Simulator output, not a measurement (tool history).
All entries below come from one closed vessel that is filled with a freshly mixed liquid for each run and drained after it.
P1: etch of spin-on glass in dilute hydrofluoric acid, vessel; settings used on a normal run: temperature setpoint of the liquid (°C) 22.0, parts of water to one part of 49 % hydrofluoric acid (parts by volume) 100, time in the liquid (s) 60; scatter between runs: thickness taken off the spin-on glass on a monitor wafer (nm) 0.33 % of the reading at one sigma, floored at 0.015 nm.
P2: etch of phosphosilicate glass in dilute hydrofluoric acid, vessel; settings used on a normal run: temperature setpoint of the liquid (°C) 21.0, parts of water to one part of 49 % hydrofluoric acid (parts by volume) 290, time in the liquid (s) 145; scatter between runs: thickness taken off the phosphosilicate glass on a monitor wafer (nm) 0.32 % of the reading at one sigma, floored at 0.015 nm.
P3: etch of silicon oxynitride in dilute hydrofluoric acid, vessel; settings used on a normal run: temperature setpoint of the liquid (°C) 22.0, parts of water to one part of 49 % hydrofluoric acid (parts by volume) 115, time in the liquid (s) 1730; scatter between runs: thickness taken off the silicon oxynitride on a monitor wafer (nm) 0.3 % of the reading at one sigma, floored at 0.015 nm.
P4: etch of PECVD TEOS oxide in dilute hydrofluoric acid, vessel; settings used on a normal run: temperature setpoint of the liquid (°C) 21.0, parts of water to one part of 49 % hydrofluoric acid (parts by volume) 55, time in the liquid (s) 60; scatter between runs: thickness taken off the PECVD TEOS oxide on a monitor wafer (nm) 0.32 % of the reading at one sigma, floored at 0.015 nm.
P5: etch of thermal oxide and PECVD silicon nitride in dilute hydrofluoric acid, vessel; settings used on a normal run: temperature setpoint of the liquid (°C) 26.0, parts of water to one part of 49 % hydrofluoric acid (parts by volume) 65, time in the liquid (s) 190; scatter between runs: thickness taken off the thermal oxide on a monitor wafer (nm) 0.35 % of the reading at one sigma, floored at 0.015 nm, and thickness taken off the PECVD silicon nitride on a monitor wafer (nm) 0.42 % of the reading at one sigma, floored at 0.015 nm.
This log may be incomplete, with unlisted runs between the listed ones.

run,hour,process that ran,temperature setpoint of the liquid (°C),parts of water to one part of 49 % hydrofluoric acid (parts by volume),time in the liquid (s),hours since the thermometer was replaced,hours since the hydrofluoric acid flow meter was replaced,thickness taken off the spin-on glass on a monitor wafer (nm),thickness taken off the phosphosilicate glass on a monitor wafer (nm),thickness taken off the thermal oxide on a monitor wafer (nm),thickness taken off the PECVD silicon nitride on a monitor wafer (nm),thickness taken off the silicon oxynitride on a monitor wafer (nm),thickness taken off the PECVD TEOS oxide on a monitor wafer (nm)
1,11.2,P1,22.0,100,60,157.2,202.2,20.8320,,,,,
2,21.4,P2,28.0,290,145,167.4,212.4,,27.959,,,,
3,33.3,P5,26.0,65,190,179.3,224.3,,,15.932,18.587,,
4,42.7,P1,22.0,100,60,188.7,233.7,20.7400,,,,,
5,49.7,P2,21.0,60,145,195.7,240.7,,134.740,,,,
6,59.3,P1,17.0,100,60,205.3,250.3,16.9810,,,,,
7,66.1,P3,22.0,115,2790,212.1,257.1,,,,,64.298,
8,74.2,P3,22.0,205,1730,220.2,265.2,,,,,21.128,
9,84.1,P1,22.0,100,95,230.1,275.1,32.8040,,,,,
10,94.6,P1,22.0,165,60,240.6,285.6,11.6520,,,,,
11,101.0,P3,22.0,115,1730,247.0,292.0,,,,,40.032,
12,109.5,P2,21.0,290,145,255.5,300.5,,21.956,,,,
13,121.5,P1,22.0,100,30,267.5,312.5,10.3760,,,,,
14,132.0,P1,26.5,25,60,278.0,323.0,110.1000,,,,,
15,143.8,P1,22.0,100,60,289.8,334.8,20.7580,,,,,
16,152.4,P3,30.5,115,1730,298.4,343.4,,,,,59.162,
17,163.6,P4,21.0,55,60,309.6,354.6,,,,,,12.0920
18,168.9,P5,19.0,65,190,314.9,359.9,,,11.923,11.598,,
19,178.0,P1,22.0,100,60,324.0,369.0,20.7720,,,,,
20,186.3,P4,21.0,100,60,332.3,377.3,,,,,,6.3035
21,193.0,P5,26.0,65,290,339.0,384.0,,,24.279,28.285,,
22,200.7,P5,26.0,65,190,346.7,391.7,,,15.913,18.546,,
23,209.8,P1,26.5,135,60,355.8,400.8,17.6090,,,,,
24,218.8,P4,21.0,55,60,364.8,409.8,,,,,,12.1670
25,227.5,P2,21.0,290,145,373.5,418.5,,21.884,,,,
26,236.8,P1,17.0,100,30,382.8,427.8,8.4392,,,,,
27,247.6,P1,30.0,100,60,393.6,438.6,28.3380,,,,,
28,254.4,P2,21.0,290,245,400.4,445.4,,37.179,,,,
29,260.6,P1,22.0,100,60,406.6,451.6,20.7260,,,,,
30,269.1,P4,28.0,55,60,415.1,460.1,,,,,,16.1250
31,277.5,P1,22.0,100,60,423.5,468.5,20.7540,,,,,
32,286.7,P4,21.0,55,30,432.7,477.7,,,,,,6.0077
33,297.3,P1,22.0,50,60,443.3,488.3,43.9460,,,,,
34,308.3,P5,26.0,95,190,454.3,499.3,,,10.391,12.726,,
35,319.0,P3,22.0,115,1730,465.0,510.0,,,,,40.269,
36,326.1,P1,22.0,100,60,472.1,517.1,20.7890,,,,,
37,336.5,P1,22.0,100,60,482.5,527.5,21.4690,,,,,
38,344.0,P1,22.0,100,60,490.0,535.0,21.5820,,,,,
39,352.5,P1,22.0,100,60,498.5,543.5,21.7270,,,,,
40,361.0,P1,22.0,100,60,507.0,552.0,21.9300,,,,,
41,370.8,P1,22.0,100,60,516.8,561.8,22.0310,,,,,
42,377.7,P1,22.0,100,60,523.7,568.7,22.0810,,,,,
43,387.9,P1,22.0,100,60,533.9,578.9,22.1710,,,,,

P1 has crept away from where it was. The log is fitted equally well by each of these 2 causes, at the sizes shown:
A: liquid hotter than its thermometer reads (K) = 1.61
B: hydrofluoric acid flow above the setpoint (%) = 5.93
The creep began at about hour 326.1.

Each of the 4 check runs below uses one wafer; its results are left as question marks. Which run tells the causes apart?
check 1,398.1,P2,21.0,155,230,,,,?,,,,
check 2,398.1,P4,21.0,90,30,,,,,,,,?
check 3,398.1,P5,26.0,95,190,,,,,?,?,,
check 4,398.1,P3,29.5,115,1730,,,,,,,?,

Outcome of each check run for each possible cause:
check,result,if A,if B
check 1,thickness taken off the phosphosilicate glass on a monitor wafer (nm),79.127,79.456
check 2,thickness taken off the PECVD TEOS oxide on a monitor wafer (nm),3.7844,3.7768
check 3,thickness taken off the thermal oxide on a monitor wafer (nm),11.140,11.164
check 3,thickness taken off the PECVD silicon nitride on a monitor wafer (nm),14.168,13.520
check 4,thickness taken off the silicon oxynitride on a monitor wafer (nm),60.869,60.432
Gap, in per cent, between the two causes that each check separates least, read from the result that separates them most: check 1 0.41 %; check 2 0.2 %; check 3 4.68 %; check 4 0.72 %
The other checks would show nearly matching results whichever cause is true, so check 3 is the only one that separates the causes.

Then check 3 was run and gave: thickness taken off the thermal oxide on a monitor wafer (nm) 11.181; thickness taken off the PECVD silicon nitride on a monitor wafer (nm) 14.181. Which cause is it?

It was cause A: liquid hotter than its thermometer reads (K).

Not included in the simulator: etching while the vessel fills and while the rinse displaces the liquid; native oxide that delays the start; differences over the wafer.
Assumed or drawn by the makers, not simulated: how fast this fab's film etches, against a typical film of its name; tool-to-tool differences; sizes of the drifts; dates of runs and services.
